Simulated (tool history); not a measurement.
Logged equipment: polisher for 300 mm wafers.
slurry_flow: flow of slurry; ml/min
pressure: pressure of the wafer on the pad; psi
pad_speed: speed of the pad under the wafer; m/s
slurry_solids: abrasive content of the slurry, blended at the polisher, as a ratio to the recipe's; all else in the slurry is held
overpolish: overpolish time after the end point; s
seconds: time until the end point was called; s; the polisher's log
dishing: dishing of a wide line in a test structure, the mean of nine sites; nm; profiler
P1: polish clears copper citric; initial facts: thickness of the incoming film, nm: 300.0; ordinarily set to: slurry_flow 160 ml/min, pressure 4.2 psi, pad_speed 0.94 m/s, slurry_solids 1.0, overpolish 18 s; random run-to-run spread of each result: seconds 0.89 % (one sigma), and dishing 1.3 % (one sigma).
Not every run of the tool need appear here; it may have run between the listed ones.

run	hour	slurry_flow	pressure	pad_speed	slurry_solids	overpolish	wafers polished on this pad	hours since the slurry nozzle was cleaned	hours since the head pressure was calibrated	hours since the slurry blender was calibrated	seconds	dishing
1	6.3	160	4.2	0.94	1.0	18	276	114.2	171.9	41.3	112.250	27.1510
2	17.8	160	3.0	0.94	1.0	18	386	125.7	183.4	52.8	152.940	21.1490
3	30.3	160	4.2	0.94	0.5	18	506	138.2	195.9	65.3	129.220	25.0010
4	41.3	160	4.2	0.66	1.0	18	611	149.2	206.9	76.3	154.670	21.6290
5	51.1	240	4.2	0.94	1.0	18	705	159.0	216.7	86.1	106.780	28.3440
6	59.8	160	4.2	0.94	1.0	18	788	167.7	225.4	94.8	112.130	26.9470
7	67.1	95	4.2	0.94	1.0	18	858	175.0	232.7	102.1	125.960	25.2970
8	77.1	160	4.2	0.94	1.0	18	954	185.0	242.7	112.1	109.960	27.3850
9	88.4	160	4.2	1.46	1.0	18	1062	196.3	254.0	123.4	72.122	36.2210
10	98.6	160	4.2	0.94	1.0	18	1159	206.5	264.2	133.6	111.970	27.8100
11	106.8	100	4.2	0.94	0.7	18	1238	214.7	272.4	141.8	130.760	24.6070
12	116.5	160	4.2	0.94	1.0	33	1330	224.4	282.1	151.5	109.790	38.7680
13	127.2	160	4.2	0.94	1.4	18	1433	235.1	292.8	162.2	103.960	28.5620
14	137.3	160	4.2	0.94	1.0	18	1529	245.2	302.9	172.3	111.640	27.2440
15	144.2	160	4.2	0.94	1.0	5	1595	252.1	309.8	179.2	111.930	9.6168
16	154.0	160	6.3	0.94	1.0	18	1689	261.9	319.6	189.0	74.315	35.8930
17	165.9	160	4.2	0.94	1.0	18	1803	273.8	331.5	200.9	109.300	27.2020
18	174.8	160	4.2	0.94	1.0	18	1888	282.7	340.4	209.8	112.740	27.0540
19	184.5	160	4.2	0.94	1.0	18	1981	292.4	350.1	219.5	116.700	26.6230
20	192.4	160	4.2	0.94	1.0	18	2056	300.3	358.0	227.4	118.580	26.2260
21	203.3	160	4.2	0.94	1.0	18	2161	311.2	368.9	238.3	118.790	25.9900
22	209.2	160	4.2	0.94	1.0	18	2217	317.1	374.8	244.2	118.520	26.0320
23	216.4	160	4.2	0.94	1.0	18	2286	324.3	382.0	251.4	120.030	25.9290
24	228.4	160	4.2	0.94	1.0	18	2401	336.3	394.0	263.4	121.530	25.1800
# hour 229.7: head pressure recalibrated
# hour 231.4: slurry blender recalibrated
25	241.3	160	4.2	0.94	1.0	18	2524	349.2	11.6	10.0	124.940	25.4150
26	250.0	160	4.2	0.94	1.0	18	2607	357.9	20.3	18.7	120.880	25.4630
27	260.6	160	4.2	0.94	1.0	18	2709	368.5	30.9	29.3	121.080	25.8080

What P1 gives has crept off from where it sat before. The 2 causes that follow fit the log equally well, each at the size noted:
A: removal rate lost through wear of the pad, % = 9.64
B: slurry flow missing at the pad, % = 38.9
The gradual shift began around hour 165.9.
What rules out each remaining cause:
head's pressure below its setpoint, %: maintenance at hour 229.7, after the shift began, did not return the process to its former output
abrasive missing from the slurry, %: maintenance at hour 231.4, after the shift began, did not return the process to its former output

Of the 4 check runs below, each run on 2 wafers with the results averaged and each result still a question mark, which one would tell the listed causes apart?
check 1	271.2	160	4.2	0.94	0.7	25					?	?
check 2	271.2	95	4.2	0.94	0.6	18					?	?
check 3	271.2	160	4.2	0.76	0.6	18					?	?
check 4	271.2	160	5.1	0.94	1.0	8					?	?

How each check would come out, cause by cause:
check	result	if A	if B
check 1	seconds	132.450	132.440
check 1	dishing	30.3430	30.3450
check 2	seconds	152.350	161.450
check 2	dishing	21.6940	20.7370
check 3	seconds	168.300	168.280
check 3	dishing	20.0840	20.0860
check 4	seconds	101.550	101.540
check 4	dishing	15.6650	15.6670
Per-check spread between the two closest causes, in the result where they differ most: check 1 0.01 %; check 2 5.8 %; check 3 0.01 %; check 4 0.01 %
Only in check 2 would the causes give clearly different results; in the remaining checks their results would be nearly the same.

The results of check 2 are: seconds 162.480 s; dishing 20.7130 nm. Based on these, which of the listed causes is it?

B is the cause: slurry flow missing at the pad, %.

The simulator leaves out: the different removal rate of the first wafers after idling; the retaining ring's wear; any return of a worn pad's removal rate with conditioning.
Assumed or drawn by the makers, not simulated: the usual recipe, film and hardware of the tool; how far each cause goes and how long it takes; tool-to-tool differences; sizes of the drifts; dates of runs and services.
